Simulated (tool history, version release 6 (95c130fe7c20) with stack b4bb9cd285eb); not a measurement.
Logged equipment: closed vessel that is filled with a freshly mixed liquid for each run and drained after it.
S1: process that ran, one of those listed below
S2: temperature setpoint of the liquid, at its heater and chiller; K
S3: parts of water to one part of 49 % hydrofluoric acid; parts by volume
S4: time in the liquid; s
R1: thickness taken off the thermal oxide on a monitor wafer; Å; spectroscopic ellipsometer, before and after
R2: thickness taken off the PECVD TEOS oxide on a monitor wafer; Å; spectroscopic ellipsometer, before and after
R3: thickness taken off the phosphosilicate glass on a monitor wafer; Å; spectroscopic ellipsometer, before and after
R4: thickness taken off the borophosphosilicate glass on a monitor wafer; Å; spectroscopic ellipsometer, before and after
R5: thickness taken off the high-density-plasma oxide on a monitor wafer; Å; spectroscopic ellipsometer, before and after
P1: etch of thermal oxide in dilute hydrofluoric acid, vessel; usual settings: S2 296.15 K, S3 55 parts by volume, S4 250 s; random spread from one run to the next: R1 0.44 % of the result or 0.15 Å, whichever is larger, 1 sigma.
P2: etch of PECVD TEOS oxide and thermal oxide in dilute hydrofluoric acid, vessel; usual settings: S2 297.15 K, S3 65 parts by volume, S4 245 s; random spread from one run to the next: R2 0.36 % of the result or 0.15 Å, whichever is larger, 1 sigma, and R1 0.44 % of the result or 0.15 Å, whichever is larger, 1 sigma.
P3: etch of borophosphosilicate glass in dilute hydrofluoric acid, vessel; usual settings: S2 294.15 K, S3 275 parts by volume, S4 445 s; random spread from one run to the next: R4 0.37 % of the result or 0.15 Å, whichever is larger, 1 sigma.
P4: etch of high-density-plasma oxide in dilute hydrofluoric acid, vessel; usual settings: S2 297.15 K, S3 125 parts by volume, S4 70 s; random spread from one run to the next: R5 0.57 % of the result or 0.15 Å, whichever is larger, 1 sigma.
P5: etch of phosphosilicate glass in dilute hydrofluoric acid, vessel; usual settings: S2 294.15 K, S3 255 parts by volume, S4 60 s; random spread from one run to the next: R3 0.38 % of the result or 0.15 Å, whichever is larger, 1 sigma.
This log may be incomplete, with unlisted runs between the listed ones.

Run 1, hour 15.2: S1 P1, S2 296.15 K, S3 55 parts by volume, S4 250 s. Result: R1 220.6 Å.
Run 2, hour 24.2: S1 P2, S2 291.15 K, S3 65 parts by volume, S4 245 s. Result: R1 135.37 Å, R2 313.71 Å.
Run 3, hour 42.1: S1 P1, S2 290.15 K, S3 55 parts by volume, S4 250 s. Result: R1 171.48 Å.
Run 4, hour 58.1: S1 P1, S2 303.65 K, S3 55 parts by volume, S4 475 s. Result: R1 565.39 Å.
Run 5, hour 72.7: S1 P5, S2 294.15 K, S3 255 parts by volume, S4 60 s. Result: R3 195.48 Å.
Run 6, hour 81.3: S1 P5, S2 294.15 K, S3 95 parts by volume, S4 60 s. Result: R3 619.61 Å.
Run 7, hour 89.2: S1 P1, S2 296.15 K, S3 55 parts by volume, S4 250 s. Result: R1 220.49 Å.
Run 8, hour 104: S1 P3, S2 294.15 K, S3 275 parts by volume, S4 80 s. Result: R4 72.079 Å.
Run 9, hour 122.2: S1 P1, S2 296.15 K, S3 55 parts by volume, S4 250 s. Result: R1 219.32 Å.
Run 10, hour 130.6: S1 P1, S2 296.15 K, S3 55 parts by volume, S4 30 s. Result: R1 26.404 Å.
Run 11, hour 146.8: S1 P5, S2 294.15 K, S3 255 parts by volume, S4 30 s. Result: R3 97.965 Å.
Run 12, hour 158.6: S1 P1, S2 296.15 K, S3 75 parts by volume, S4 250 s. Result: R1 157.91 Å.
Run 13, hour 170.8: S1 P1, S2 296.15 K, S3 55 parts by volume, S4 250 s. Result: R1 220.17 Å.
Run 14, hour 180.7: S1 P4, S2 297.15 K, S3 30 parts by volume, S4 70 s. Result: R5 253.31 Å.
Run 15, hour 197.5: S1 P1, S2 296.15 K, S3 55 parts by volume, S4 490 s. Result: R1 434.6 Å.
Run 16, hour 213.9: S1 P1, S2 304.15 K, S3 55 parts by volume, S4 250 s. Result: R1 304.98 Å.
Run 17, hour 230.5: S1 P4, S2 290.15 K, S3 125 parts by volume, S4 70 s. Result: R5 40.576 Å.
Run 18, hour 245.8: S1 P4, S2 297.15 K, S3 125 parts by volume, S4 70 s. Result: R5 53.919 Å.
Run 19, hour 254: S1 P5, S2 294.15 K, S3 255 parts by volume, S4 60 s. Result: R3 194.91 Å.
Run 20, hour 271.4: S1 P4, S2 297.15 K, S3 125 parts by volume, S4 135 s. Result: R5 102.9 Å.
Run 21, hour 279.6: S1 P1, S2 296.15 K, S3 80 parts by volume, S4 95 s. Result: R1 55.977 Å.
Run 22, hour 291.8: S1 P3, S2 301.15 K, S3 275 parts by volume, S4 445 s. Result: R4 512.94 Å.
Run 23, hour 307.1: S1 P2, S2 297.15 K, S3 65 parts by volume, S4 480 s. Result: R1 342.17 Å, R2 786.72 Å.
Run 24, hour 324.7: S1 P3, S2 294.15 K, S3 440 parts by volume, S4 445 s. Result: R4 217.15 Å.
Run 25, hour 334.7: S1 P3, S2 294.15 K, S3 275 parts by volume, S4 445 s. Result: R4 402.37 Å.
Run 26, hour 344.6: S1 P5, S2 298.65 K, S3 255 parts by volume, S4 60 s. Result: R3 229.23 Å.
Run 27, hour 361.7: S1 P1, S2 296.15 K, S3 55 parts by volume, S4 250 s. Result: R1 220.46 Å.
Run 28, hour 370.2: S1 P2, S2 297.15 K, S3 65 parts by volume, S4 245 s. Result: R1 173.36 Å, R2 402.92 Å.
At hour 386.3: thermometer replaced.
Run 29, hour 388.2: S1 P1, S2 296.15 K, S3 55 parts by volume, S4 250 s. Result: R1 221.3 Å.
Run 30, hour 402.3: S1 P1, S2 296.15 K, S3 20 parts by volume, S4 250 s. Result: R1 637.1 Å.
Run 31, hour 412.7: S1 P1, S2 296.15 K, S3 75 parts by volume, S4 30 s. Result: R1 18.713 Å.
Run 32, hour 425.5: S1 P2, S2 297.15 K, S3 110 parts by volume, S4 245 s. Result: R1 96.212 Å, R2 225.2 Å.
Run 33, hour 437.1: S1 P1, S2 296.15 K, S3 55 parts by volume, S4 250 s. Result: R1 220.23 Å.
Run 34, hour 450.4: S1 P1, S2 296.15 K, S3 55 parts by volume, S4 250 s. Result: R1 212.84 Å.
Run 35, hour 465.2: S1 P1, S2 296.15 K, S3 55 parts by volume, S4 250 s. Result: R1 208.08 Å.
Run 36, hour 475.2: S1 P1, S2 296.15 K, S3 55 parts by volume, S4 250 s. Result: R1 207.32 Å.
Run 37, hour 490.2: S1 P1, S2 296.15 K, S3 55 parts by volume, S4 250 s. Result: R1 206.68 Å.
Run 38, hour 501.3: S1 P1, S2 296.15 K, S3 55 parts by volume, S4 250 s. Result: R1 204.75 Å.
Run 39, hour 513: S1 P1, S2 296.15 K, S3 55 parts by volume, S4 250 s. Result: R1 206.32 Å.

P1 no longer gives what it gave before; its output has crept away from where it was. The following 2 causes, each at its listed size, fit the log equally well:
A: liquid colder than its thermometer reads (K) = 1.72
B: hydrofluoric acid flow below the setpoint (%) = 6.45
At approximately hour 437.1, the process output began to creep.

4 check runs are offered, one wafer each, their results left as question marks. Which one tells the causes apart?
Run check 1, hour 524.7: S1 P2, S2 291.65 K, S3 105 parts by volume, S4 245 s. Result: R1 ?, R2 ?.
Run check 2, hour 524.7: S1 P3, S2 299.65 K, S3 390 parts by volume, S4 445 s. Result: R4 ?.
Run check 3, hour 524.7: S1 P5, S2 294.15 K, S3 135 parts by volume, S4 30 s. Result: R3 ?.
Run check 4, hour 524.7: S1 P4, S2 297.15 K, S3 30 parts by volume, S4 95 s. Result: R5 ?.

If the cause were each of the candidates in turn, the checks would give the following:
  check  result    if A    if B
check 1      R1  75.909  75.724
check 1      R2  176.09  175.66
check 2      R4  290.44  280.09
check 3      R3  194.87  193.36
check 4      R5  320.02  320.96
Minimum pairwise separation of causes per check, each pair taken at its best-separating result: check 1 0.24 %; check 2 3.63 %; check 3 0.78 %; check 4 0.29 %
Of the check runs offered, only check 2 discriminates between the causes; the rest would read about the same regardless of which cause applies.

The results of check 2 are: R4 291.72 Å. Based on these, which of the listed causes is it?

The correct cause is A, namely: liquid colder than its thermometer reads (K).

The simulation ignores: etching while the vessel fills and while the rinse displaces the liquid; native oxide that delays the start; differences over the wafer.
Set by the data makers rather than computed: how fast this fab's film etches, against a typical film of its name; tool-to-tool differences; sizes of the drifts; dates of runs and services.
